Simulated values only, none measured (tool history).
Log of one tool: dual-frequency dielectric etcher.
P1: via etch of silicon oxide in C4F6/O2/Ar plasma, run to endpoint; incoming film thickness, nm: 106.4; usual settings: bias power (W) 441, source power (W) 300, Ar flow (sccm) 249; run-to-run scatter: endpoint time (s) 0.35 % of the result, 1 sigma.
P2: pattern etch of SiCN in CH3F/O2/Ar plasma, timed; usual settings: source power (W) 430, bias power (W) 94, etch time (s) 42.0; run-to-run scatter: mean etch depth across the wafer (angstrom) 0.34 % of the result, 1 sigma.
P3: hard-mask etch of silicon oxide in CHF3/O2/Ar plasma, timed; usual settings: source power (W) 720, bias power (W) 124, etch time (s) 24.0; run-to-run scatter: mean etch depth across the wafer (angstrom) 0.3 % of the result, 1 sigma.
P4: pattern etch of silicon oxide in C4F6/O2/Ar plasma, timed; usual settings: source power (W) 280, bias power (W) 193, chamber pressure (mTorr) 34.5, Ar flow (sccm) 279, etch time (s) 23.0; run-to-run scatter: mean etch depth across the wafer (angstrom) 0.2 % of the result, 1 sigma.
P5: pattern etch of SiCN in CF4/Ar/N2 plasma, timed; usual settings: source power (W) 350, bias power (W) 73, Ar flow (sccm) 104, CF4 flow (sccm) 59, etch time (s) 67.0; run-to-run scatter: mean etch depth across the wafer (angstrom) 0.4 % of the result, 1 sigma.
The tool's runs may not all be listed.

run	hour	process that ran	bias power (W)	source power (W)	Ar flow (sccm)	chamber pressure (mTorr)	etch time (s)	CF4 flow (sccm)	hours since the last wet clean	hours since the last bias power generator calibration	hours since the last source power generator calibration	hours since the last Ar flow controller change	endpoint time (s)	mean etch depth across the wafer (angstrom)
1	17.7	P1	441	300	249				453.8	491.0	1340.3	1298.5	26.587	
2	29.0	P4	193	280	279	34.5	23.0		465.1	502.3	1351.6	1309.8		654.31
3	40.2	P1	441	300	249				476.3	513.5	1362.8	1321.0	26.538	
4	58.4	P3	124	720			24.0		494.5	531.7	1381.0	1339.2		439.12
5	70.1	P3	172	720			24.0		506.2	543.4	1392.7	1350.9		487.36
6	86.0	P4	193	280	196	34.5	23.0		522.1	559.3	1408.6	1366.8		679.10
7	102.7	P1	441	180	249				538.8	576.0	1425.3	1383.5	32.333	
8	118.3	P1	312	300	249				554.4	591.6	1440.9	1399.1	30.118	
9	130.2	P4	193	280	279	34.5	34.5		566.3	603.5	1452.8	1411.0		977.99
10	147.0	P3	124	720			34.0		583.1	620.3	1469.6	1427.8		622.83
11	157.6	P1	441	360	249				593.7	630.9	1480.2	1438.4	24.891	
12	172.2	P5	73	350	134		67.0	59	608.3	645.5	1494.8	1453.0		429.65
13	189.3	P1	441	300	249				625.4	662.6	1511.9	1470.1	26.442	
14	200.4	P4	193	350	279	34.5	23.0		636.5	673.7	1523.0	1481.2		708.79
15	216.6	P1	441	300	309				652.7	689.9	1539.2	1497.4	27.289	
16	232.3	P4	193	280	279	48.0	23.0		668.4	705.6	1554.9	1513.1		624.91
17	243.7	P1	441	300	186				679.8	717.0	1566.3	1524.5	25.802	
18	254.5	P1	441	300	249				690.6	727.8	1577.1	1535.3	26.565	
19	262.7	P1	441	300	249				698.8	736.0	1585.3	1543.5	26.754	
20	270.9	P5	73	350	104		99.0	59	707.0	744.2	1593.5	1551.7		660.43
21	287.5	P3	124	480			24.0		723.6	760.8	1610.1	1568.3		374.65
22	299.9	P5	73	350	104		67.0	59	736.0	773.2	1622.5	1580.7		443.57

Run 23 comes next. What will it give?
23	312.3	P2	94	600			42.0		748.4	785.6	1634.9	1593.1		?

mean etch depth across the wafer (angstrom): 198.98
